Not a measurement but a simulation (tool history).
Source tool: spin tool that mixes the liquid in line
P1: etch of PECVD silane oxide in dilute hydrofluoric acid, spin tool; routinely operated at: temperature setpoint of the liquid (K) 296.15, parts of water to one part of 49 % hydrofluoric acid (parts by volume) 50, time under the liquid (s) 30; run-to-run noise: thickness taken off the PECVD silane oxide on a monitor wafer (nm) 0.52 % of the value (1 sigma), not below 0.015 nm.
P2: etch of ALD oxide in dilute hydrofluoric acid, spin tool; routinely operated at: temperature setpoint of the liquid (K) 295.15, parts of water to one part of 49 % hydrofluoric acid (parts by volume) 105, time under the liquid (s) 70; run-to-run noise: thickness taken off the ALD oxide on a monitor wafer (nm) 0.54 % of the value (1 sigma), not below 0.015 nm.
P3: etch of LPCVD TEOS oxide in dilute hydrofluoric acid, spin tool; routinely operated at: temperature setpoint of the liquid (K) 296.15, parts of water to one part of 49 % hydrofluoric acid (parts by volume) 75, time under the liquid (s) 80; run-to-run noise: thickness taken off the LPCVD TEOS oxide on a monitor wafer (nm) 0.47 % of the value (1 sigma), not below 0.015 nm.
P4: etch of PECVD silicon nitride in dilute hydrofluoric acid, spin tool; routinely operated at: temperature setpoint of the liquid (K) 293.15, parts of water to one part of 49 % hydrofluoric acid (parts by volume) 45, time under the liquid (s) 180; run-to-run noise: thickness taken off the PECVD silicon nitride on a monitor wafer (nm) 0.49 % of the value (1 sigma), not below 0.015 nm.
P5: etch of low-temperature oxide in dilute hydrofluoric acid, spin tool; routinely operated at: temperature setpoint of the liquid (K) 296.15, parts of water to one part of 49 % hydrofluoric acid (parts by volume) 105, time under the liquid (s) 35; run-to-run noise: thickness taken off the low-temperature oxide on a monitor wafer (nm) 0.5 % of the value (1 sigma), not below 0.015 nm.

run,hour,process that ran,temperature setpoint of the liquid (K),parts of water to one part of 49 % hydrofluoric acid (parts by volume),time under the liquid (s),thickness taken off the PECVD silane oxide on a monitor wafer (nm),thickness taken off the LPCVD TEOS oxide on a monitor wafer (nm),thickness taken off the PECVD silicon nitride on a monitor wafer (nm),thickness taken off the ALD oxide on a monitor wafer (nm),thickness taken off the low-temperature oxide on a monitor wafer (nm)
1,10.6,P1,296.15,50,30,26.985,,,,
2,16.7,P1,296.15,50,30,26.589,,,,
3,25.7,P3,292.15,75,80,,18.152,,,
4,33.9,P1,296.15,50,30,26.756,,,,
5,44.1,P1,296.15,85,30,15.136,,,,
6,55.2,P4,293.15,45,180,,,5.6204,,
7,64.5,P4,293.15,20,180,,,11.993,,
8,71,P4,293.15,45,180,,,5.5744,,
9,76.8,P2,295.15,105,25,,,,7.5586,
10,87.9,P1,296.15,50,30,27.087,,,,
11,94.7,P5,296.15,165,35,,,,,3.3956
12,103.6,P1,296.15,80,50,26.84,,,,
13,114.4,P1,296.15,50,30,26.631,,,,
14,124.8,P1,303.65,50,30,36.307,,,,
15,135.1,P2,295.15,150,70,,,,13.938,
16,145.7,P1,296.15,50,30,26.558,,,,
17,155.1,P5,296.15,105,35,,,,,5.7313
18,164.1,P4,290.15,45,180,,,4.4993,,
19,170,P1,296.15,20,30,69.511,,,,
20,182.1,P5,296.15,105,65,,,,,10.581
21,192.5,P1,300.65,50,45,48.437,,,,
22,203.2,P1,290.15,50,30,20.791,,,,
23,210.1,P1,296.15,50,15,13.28,,,,
24,220.4,P3,296.15,75,145,,38.316,,,
25,227.1,P3,296.15,75,80,,21.456,,,
26,238.1,P2,290.15,105,70,,,,17.176,
27,247.4,P1,296.15,50,60,53.808,,,,
28,253.2,P1,296.15,75,50,28.705,,,,
29,259.6,P1,296.15,50,30,26.751,,,,
30,268.6,P5,290.65,105,35,,,,,4.5794
31,279.9,P2,295.15,105,70,,,,20.942,
32,289,P4,293.15,45,55,,,1.6946,,
33,299.7,P3,296.15,130,80,,11.487,,,
34,308.6,P5,296.15,105,35,,,,,5.6914
35,315.5,P1,296.15,50,30,26.771,,,,
36,326.2,P1,296.15,50,30,25.865,,,,
37,336.7,P1,296.15,50,30,24.874,,,,
38,342.7,P1,296.15,50,30,25.212,,,,
39,351.6,P1,296.15,50,30,25.215,,,,
40,359.4,P1,296.15,50,30,24.903,,,,
41,369.6,P1,296.15,50,30,25.081,,,,

P1 has crept away from where it was. The log is fitted equally well by each of these 2 causes, at the sizes shown:
A: hydrofluoric acid flow below the setpoint (%) = 6.71
B: liquid colder than its thermometer reads (K) = 1.78
The onset of the drift is placed at about hour 315.5.

Question marks stand in for the results of the 4 check runs listed below, each run on one wafer. Under which run would the listed causes show clearly different results?
check 1,379.8,P2,295.15,105,70,,,,?,
check 2,379.8,P3,296.15,75,80,,?,,,
check 3,379.8,P5,296.15,105,35,,,,,?
check 4,379.8,P4,293.15,45,180,,,?,,

Predicted outcomes, by check and by cause:
check,result,if A,if B
check 1,thickness taken off the ALD oxide on a monitor wafer (nm),19.395,19.512
check 2,thickness taken off the LPCVD TEOS oxide on a monitor wafer (nm),19.768,19.829
check 3,thickness taken off the low-temperature oxide on a monitor wafer (nm),5.2961,5.3327
check 4,thickness taken off the PECVD silicon nitride on a monitor wafer (nm),5.2044,4.915
How far apart the two closest causes lie, in the result that separates them most: check 1 0.6 %; check 2 0.31 %; check 3 0.69 %; check 4 5.72 %
The causes can be told apart only by check 4. The other checks would give nearly the same results under each of them.

Check 4 has now been run. It gave: thickness taken off the PECVD silicon nitride on a monitor wafer (nm) 5.2071. Which of the candidate causes is it?

The cause is A: hydrofluoric acid flow below the setpoint (%).

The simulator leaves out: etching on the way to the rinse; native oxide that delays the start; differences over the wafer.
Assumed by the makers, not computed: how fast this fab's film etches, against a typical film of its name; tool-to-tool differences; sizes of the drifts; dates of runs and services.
